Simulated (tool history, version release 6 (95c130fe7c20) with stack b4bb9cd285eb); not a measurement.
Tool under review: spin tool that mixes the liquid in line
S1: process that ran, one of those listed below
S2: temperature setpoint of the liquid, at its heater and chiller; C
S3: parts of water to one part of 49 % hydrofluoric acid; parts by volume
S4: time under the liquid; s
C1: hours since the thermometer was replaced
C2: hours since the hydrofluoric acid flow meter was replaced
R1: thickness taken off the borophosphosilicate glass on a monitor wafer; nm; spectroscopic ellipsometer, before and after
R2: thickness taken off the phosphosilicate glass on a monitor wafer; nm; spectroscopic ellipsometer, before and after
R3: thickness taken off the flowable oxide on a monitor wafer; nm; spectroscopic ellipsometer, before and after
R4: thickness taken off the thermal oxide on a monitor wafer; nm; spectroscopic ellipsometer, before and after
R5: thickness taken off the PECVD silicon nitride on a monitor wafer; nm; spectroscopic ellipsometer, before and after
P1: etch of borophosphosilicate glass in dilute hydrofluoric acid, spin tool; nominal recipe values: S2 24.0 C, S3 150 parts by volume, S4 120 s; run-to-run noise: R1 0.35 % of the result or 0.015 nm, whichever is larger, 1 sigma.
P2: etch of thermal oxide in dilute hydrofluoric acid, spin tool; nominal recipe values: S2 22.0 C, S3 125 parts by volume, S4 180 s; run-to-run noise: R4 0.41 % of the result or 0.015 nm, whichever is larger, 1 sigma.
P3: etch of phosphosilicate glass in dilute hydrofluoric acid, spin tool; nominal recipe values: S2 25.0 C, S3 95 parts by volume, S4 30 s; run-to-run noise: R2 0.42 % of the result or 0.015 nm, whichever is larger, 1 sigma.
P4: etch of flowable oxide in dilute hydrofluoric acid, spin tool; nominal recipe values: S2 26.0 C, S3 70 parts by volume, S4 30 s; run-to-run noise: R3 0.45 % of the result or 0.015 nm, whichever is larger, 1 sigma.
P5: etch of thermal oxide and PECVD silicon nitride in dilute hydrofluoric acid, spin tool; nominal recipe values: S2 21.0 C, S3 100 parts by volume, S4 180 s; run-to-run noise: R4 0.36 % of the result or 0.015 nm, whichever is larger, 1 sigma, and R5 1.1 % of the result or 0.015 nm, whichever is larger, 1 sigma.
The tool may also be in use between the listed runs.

run   hour  S1    S2   S3   S4     C1      C2       R1      R2      R3       R4       R5
  1    2.8  P1  24.0  150  120  232.8  1621.1  29.7190
  2    6.7  P3  25.0   95   30  236.7  1625.0           25.370
  3   11.2  P3  25.0   95   45  241.2  1629.5           37.764
  4   16.7  P1  20.0  150  120  246.7  1635.0  25.5090
  5   20.2  P4  18.0   70   30  250.2  1638.5                   12.786
  6   23.6  P2  22.0  125  180  253.6  1641.9                            6.2669
  7   28.3  P5  25.5  100  180  258.3  1646.6                            9.5611  3.34670
  8   32.7  P1  24.0  150  120  262.7  1651.0  29.8280
  9   36.7  P2  22.0  125   85  266.7  1655.0                            2.9539
 10   39.3  P1  24.0  150   15  269.3  1657.6   3.7204
 11   44.0  P1  24.0  260  170  274.0  1662.3  21.6940
 12   47.7  P1  24.0  150  120  277.7  1666.0  29.8400
 13   51.8  P3  25.0   95   30  281.8  1670.1           25.187
 14   56.9  P2  22.0  170  180  286.9  1675.2                            4.3199
 15   60.6  P4  26.0   70   30  290.6  1678.9                   18.069
 16   63.5  P4  26.0   20   30  293.5  1681.8                   67.366
 17   66.4  P5  21.0   35  180  296.4  1684.7                           24.6150  6.99610
 18   70.7  P3  25.0  140   30  300.7  1689.0           16.232
 19   73.8  P1  28.5  150  120  303.8  1692.1  35.2710
 20   78.0  P5  21.0  100  180  308.0  1696.3                            7.9144  2.52940
 21   83.4  P1  24.0  205  120  313.4  1701.7  20.5290
 22   87.4  P1  24.0  150  180  317.4  1705.7  44.9680
 23   93.1  P3  19.5   95   30  323.1  1711.4           20.263
 24   98.7  P1  24.0  150  120  328.7  1717.0  29.6450
 25  103.3  P1  24.0   60  120  333.3  1721.6  82.9640
 26  105.9  P4  26.0   70   45  335.9  1724.2                   26.657
 27  109.8  P2  29.5  125  180  339.8  1728.1                            8.2108
 28  113.2  P5  21.0  100   65  343.2  1731.5                            2.9089  0.88289
 29  117.8  P1  24.0  150  120  347.8  1736.1  29.6870
 30  122.4  P1  24.0  150  120  352.4  1740.7  28.6870
 31  127.9  P1  24.0  150  120  357.9  1746.2  28.2050
 32  131.7  P1  24.0  150  120  361.7  1750.0  27.8260

Run 33, settings as shown, results not yet in. Your forecast:
 33  134.5  P1  24.0  150  120  364.5  1752.8   ?

Run 33 came out at R1 27.8850 nm.
